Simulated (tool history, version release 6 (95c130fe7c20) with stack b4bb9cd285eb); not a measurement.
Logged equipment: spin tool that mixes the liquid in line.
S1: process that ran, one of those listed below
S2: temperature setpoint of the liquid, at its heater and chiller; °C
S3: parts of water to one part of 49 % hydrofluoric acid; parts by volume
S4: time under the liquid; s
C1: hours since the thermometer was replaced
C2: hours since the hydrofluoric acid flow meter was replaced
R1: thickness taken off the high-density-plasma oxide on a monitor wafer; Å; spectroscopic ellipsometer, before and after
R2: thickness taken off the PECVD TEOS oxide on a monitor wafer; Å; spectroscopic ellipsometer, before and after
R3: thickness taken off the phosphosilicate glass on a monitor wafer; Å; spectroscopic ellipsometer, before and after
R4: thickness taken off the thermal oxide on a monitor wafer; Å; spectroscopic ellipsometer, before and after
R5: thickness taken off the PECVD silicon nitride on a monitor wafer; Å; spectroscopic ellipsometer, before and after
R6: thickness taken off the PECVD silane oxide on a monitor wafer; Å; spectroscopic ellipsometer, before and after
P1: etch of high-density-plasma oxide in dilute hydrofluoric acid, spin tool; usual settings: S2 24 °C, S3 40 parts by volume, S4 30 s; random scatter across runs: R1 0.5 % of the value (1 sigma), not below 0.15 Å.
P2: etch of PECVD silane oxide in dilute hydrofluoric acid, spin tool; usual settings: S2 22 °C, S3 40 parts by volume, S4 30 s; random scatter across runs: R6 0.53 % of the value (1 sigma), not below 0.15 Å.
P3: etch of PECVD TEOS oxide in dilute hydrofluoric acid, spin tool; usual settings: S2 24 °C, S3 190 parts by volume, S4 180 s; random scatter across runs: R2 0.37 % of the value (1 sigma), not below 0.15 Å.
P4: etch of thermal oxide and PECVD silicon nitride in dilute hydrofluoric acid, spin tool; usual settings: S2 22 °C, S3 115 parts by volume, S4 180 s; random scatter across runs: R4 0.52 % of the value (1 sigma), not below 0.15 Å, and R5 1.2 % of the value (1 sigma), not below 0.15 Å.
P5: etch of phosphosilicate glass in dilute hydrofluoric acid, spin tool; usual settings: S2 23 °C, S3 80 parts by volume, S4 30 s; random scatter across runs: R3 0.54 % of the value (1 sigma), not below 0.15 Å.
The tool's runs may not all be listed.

Run 1, hour 14.6: S1 P1, S2 24 °C, S3 40 parts by volume, S4 30 s; C1 396.3; C2 514.8. Result: R1 61.414 Å.
Run 2, hour 24.8: S1 P3, S2 24 °C, S3 190 parts by volume, S4 330 s; C1 406.5; C2 525.0. Result: R2 442.01 Å.
Run 3, hour 36.5: S1 P1, S2 24 °C, S3 40 parts by volume, S4 30 s; C1 418.2; C2 536.7. Result: R1 61.429 Å.
Run 4, hour 51.6: S1 P1, S2 24 °C, S3 40 parts by volume, S4 15 s; C1 433.3; C2 551.8. Result: R1 30.474 Å.
Run 5, hour 66.4: S1 P5, S2 23 °C, S3 80 parts by volume, S4 30 s; C1 448.1; C2 566.6. Result: R3 388.76 Å.
Run 6, hour 78.3: S1 P4, S2 22 °C, S3 115 parts by volume, S4 180 s; C1 460.0; C2 578.5. Result: R4 64.771 Å, R5 23.404 Å.
Run 7, hour 85.7: S1 P1, S2 24 °C, S3 20 parts by volume, S4 15 s; C1 467.4; C2 585.9. Result: R1 63.222 Å.
Run 8, hour 97.7: S1 P3, S2 31 °C, S3 190 parts by volume, S4 180 s; C1 479.4; C2 597.9. Result: R2 311.79 Å.
Run 9, hour 108.9: S1 P2, S2 22 °C, S3 40 parts by volume, S4 60 s; C1 490.6; C2 609.1. Result: R6 269.02 Å.
Run 10, hour 121.6: S1 P2, S2 22 °C, S3 40 parts by volume, S4 30 s; C1 503.3; C2 621.8. Result: R6 135.84 Å.
Run 11, hour 128.9: S1 P1, S2 24 °C, S3 40 parts by volume, S4 30 s; C1 510.6; C2 629.1. Result: R1 61.240 Å.
At hour 131.2: thermometer replaced.
Run 12, hour 140.3: S1 P1, S2 24 °C, S3 40 parts by volume, S4 30 s; C1 9.1; C2 640.5. Result: R1 60.817 Å.
Run 13, hour 154.1: S1 P1, S2 17 °C, S3 40 parts by volume, S4 30 s; C1 22.9; C2 654.3. Result: R1 45.585 Å.
Run 14, hour 171.0: S1 P4, S2 22 °C, S3 205 parts by volume, S4 180 s; C1 39.8; C2 671.2. Result: R4 33.351 Å, R5 13.657 Å.
Run 15, hour 185.8: S1 P1, S2 24 °C, S3 40 parts by volume, S4 30 s; C1 54.6; C2 686.0. Result: R1 60.812 Å.
Run 16, hour 196.6: S1 P1, S2 31 °C, S3 40 parts by volume, S4 30 s; C1 65.4; C2 696.8. Result: R1 81.474 Å.
Run 17, hour 206.1: S1 P4, S2 22 °C, S3 115 parts by volume, S4 325 s; C1 74.9; C2 706.3. Result: R4 119.040 Å, R5 42.917 Å.
Run 18, hour 218.7: S1 P1, S2 19 °C, S3 20 parts by volume, S4 30 s; C1 87.5; C2 718.9. Result: R1 101.370 Å.
Run 19, hour 229.2: S1 P5, S2 17 °C, S3 80 parts by volume, S4 30 s; C1 98.0; C2 729.4. Result: R3 298.60 Å.
Run 20, hour 244.6: S1 P1, S2 24 °C, S3 40 parts by volume, S4 50 s; C1 113.4; C2 744.8. Result: R1 102.500 Å.
Run 21, hour 258.2: S1 P3, S2 24 °C, S3 190 parts by volume, S4 180 s; C1 127.0; C2 758.4. Result: R2 240.83 Å.
Run 22, hour 274.2: S1 P1, S2 24 °C, S3 40 parts by volume, S4 30 s; C1 143.0; C2 774.4. Result: R1 60.989 Å.
Run 23, hour 282.0: S1 P2, S2 17 °C, S3 40 parts by volume, S4 30 s; C1 150.8; C2 782.2. Result: R6 108.64 Å.
Run 24, hour 298.1: S1 P5, S2 23 °C, S3 140 parts by volume, S4 30 s; C1 166.9; C2 798.3. Result: R3 206.03 Å.

The next listed run, before its measurement:
Run 25, hour 305.8: S1 P5, S2 23 °C, S3 80 parts by volume, S4 30 s; C1 174.6; C2 806.0. Result: R3 ?.

{"run 25": {"R3": 386.12}}

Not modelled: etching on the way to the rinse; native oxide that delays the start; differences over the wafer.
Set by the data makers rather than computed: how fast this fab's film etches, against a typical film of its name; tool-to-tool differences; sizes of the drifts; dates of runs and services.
